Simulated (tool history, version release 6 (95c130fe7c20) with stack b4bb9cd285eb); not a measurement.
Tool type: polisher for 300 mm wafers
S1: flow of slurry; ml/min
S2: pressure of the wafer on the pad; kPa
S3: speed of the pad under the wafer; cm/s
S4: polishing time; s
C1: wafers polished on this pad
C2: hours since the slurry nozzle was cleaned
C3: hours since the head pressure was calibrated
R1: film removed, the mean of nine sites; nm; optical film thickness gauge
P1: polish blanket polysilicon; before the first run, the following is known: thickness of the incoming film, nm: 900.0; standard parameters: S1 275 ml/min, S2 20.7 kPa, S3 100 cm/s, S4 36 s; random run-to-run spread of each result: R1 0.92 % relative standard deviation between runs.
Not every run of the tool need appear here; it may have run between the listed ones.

{"run": 1, "day": 0.233, "S1": 275, "S2": 20.7, "S3": 100, "S4": 36, "C1": 1007, "C2": 99.0, "C3": 161.1, "R1": 380.64}
{"run": 2, "day": 0.538, "S1": 275, "S2": 20.7, "S3": 158, "S4": 36, "C1": 1055, "C2": 106.3, "C3": 168.4, "R1": 594.21}
{"run": 3, "day": 0.8, "S1": 275, "S2": 20.7, "S3": 100, "S4": 36, "C1": 1097, "C2": 112.6, "C3": 174.7, "R1": 375.2}
{"run": 4, "day": 1.042, "S1": 400, "S2": 20.7, "S3": 100, "S4": 36, "C1": 1135, "C2": 118.4, "C3": 180.5, "R1": 379.79}
{"run": 5, "day": 1.275, "S1": 275, "S2": 11.0, "S3": 100, "S4": 17, "C1": 1172, "C2": 124.0, "C3": 186.1, "R1": 95.025}
{"run": 6, "day": 1.5, "S1": 275, "S2": 20.7, "S3": 100, "S4": 36, "C1": 1207, "C2": 129.4, "C3": 191.5, "R1": 369.04}
{"run": 7, "day": 1.796, "S1": 275, "S2": 20.7, "S3": 64, "S4": 36, "C1": 1254, "C2": 136.5, "C3": 198.6, "R1": 238.81}
{"run": 8, "day": 2.017, "S1": 275, "S2": 20.7, "S3": 100, "S4": 49, "C1": 1289, "C2": 141.8, "C3": 203.9, "R1": 518.22}
{"run": 9, "day": 2.208, "S1": 275, "S2": 20.7, "S3": 100, "S4": 19, "C1": 1319, "C2": 146.4, "C3": 208.5, "R1": 196.67}
{"run": 10, "day": 2.529, "S1": 275, "S2": 26.2, "S3": 100, "S4": 36, "C1": 1370, "C2": 154.1, "C3": 216.2, "R1": 474.41}
{"run": 11, "day": 2.721, "S1": 275, "S2": 20.7, "S3": 100, "S4": 36, "C1": 1400, "C2": 158.7, "C3": 220.8, "R1": 379.0}
{"run": 12, "day": 3.017, "S1": 275, "S2": 10.3, "S3": 100, "S4": 36, "C1": 1447, "C2": 165.8, "C3": 227.9, "R1": 187.7}
{"run": 13, "day": 3.254, "S1": 165, "S2": 20.7, "S3": 100, "S4": 36, "C1": 1485, "C2": 171.5, "C3": 233.6, "R1": 347.5}
{"run": 14, "day": 3.458, "S1": 390, "S2": 20.7, "S3": 70, "S4": 36, "C1": 1517, "C2": 176.4, "C3": 238.5, "R1": 267.0}
{"run": 15, "day": 3.679, "S1": 275, "S2": 20.7, "S3": 100, "S4": 36, "C1": 1552, "C2": 181.7, "C3": 243.8, "R1": 373.53}
{"run": 16, "day": 3.825, "S1": 275, "S2": 20.7, "S3": 100, "S4": 36, "C1": 1575, "C2": 185.2, "C3": 247.3, "R1": 374.6}
{"run": 17, "day": 4.096, "S1": 275, "S2": 20.7, "S3": 100, "S4": 36, "C1": 1618, "C2": 191.7, "C3": 253.8, "R1": 368.48}
{"run": 18, "day": 4.417, "S1": 275, "S2": 20.7, "S3": 100, "S4": 36, "C1": 1668, "C2": 199.4, "C3": 261.5, "R1": 366.93}
{"run": 19, "day": 4.633, "S1": 275, "S2": 20.7, "S3": 100, "S4": 36, "C1": 1703, "C2": 204.6, "C3": 266.7, "R1": 366.1}
{"run": 20, "day": 4.8, "S1": 275, "S2": 20.7, "S3": 100, "S4": 36, "C1": 1729, "C2": 208.6, "C3": 270.7, "R1": 361.0}
{"day": 4.954, "done": "head pressure recalibrated"}
{"run": 21, "day": 4.958, "S1": 275, "S2": 20.7, "S3": 100, "S4": 36, "C1": 1754, "C2": 212.4, "C3": 0.2, "R1": 353.28}
{"run": 22, "day": 5.288, "S1": 275, "S2": 20.7, "S3": 100, "S4": 36, "C1": 1806, "C2": 220.3, "C3": 8.1, "R1": 358.46}
{"run": 23, "day": 5.525, "S1": 275, "S2": 20.7, "S3": 100, "S4": 36, "C1": 1844, "C2": 226.0, "C3": 13.8, "R1": 352.33}
{"run": 24, "day": 5.742, "S1": 275, "S2": 20.7, "S3": 100, "S4": 36, "C1": 1878, "C2": 231.2, "C3": 19.0, "R1": 354.61}

The log shows P1 creeping away from where it was. Any of the 2 causes listed here, at the size stated for it, fits the log just as well as the others:
A: slurry flow missing at the pad, % = 35.3
B: removal rate lost through wear of the pad, % = 5.1
The process output started creeping at around day 4.096.
What rules out each remaining cause:
head's pressure below its setpoint, %: its service at day 4.954 followed the start of the drift and did not put the process back to its old value

Below are 4 check runs, each averaged over 5 wafers, with their results shown as question marks. Which of them would give clearly different results depending on which cause is behind the drift?
{"run": "check 1", "day": 5.958, "S1": 165, "S2": 20.7, "S3": 100, "S4": 36, "R1": "?"}
{"run": "check 2", "day": 5.958, "S1": 275, "S2": 20.7, "S3": 68, "S4": 44, "R1": "?"}
{"run": "check 3", "day": 5.958, "S1": 275, "S2": 20.7, "S3": 134, "S4": 36, "R1": "?"}
{"run": "check 4", "day": 5.958, "S1": 275, "S2": 20.7, "S3": 100, "S4": 24, "R1": "?"}

Outcome of each check run for each possible cause:
check=check_1 result=R1 if_A=323.000 if_B=333.440
check=check_2 result=R1 if_A=295.380 if_B=295.380
check=check_3 result=R1 if_A=476.240 if_B=476.250
check=check_4 result=R1 if_A=236.940 if_B=236.940
How far apart the two closest causes lie, in the result that separates them most: check 1 3.18 %; check 2 0 %; check 3 0 %; check 4 0 %
Only check 1 tells the causes apart: in the others they would give nearly the same result.

Then check 1 was run and gave: R1 335.870 nm. Which cause is it?

It is B: removal rate lost through wear of the pad, %.
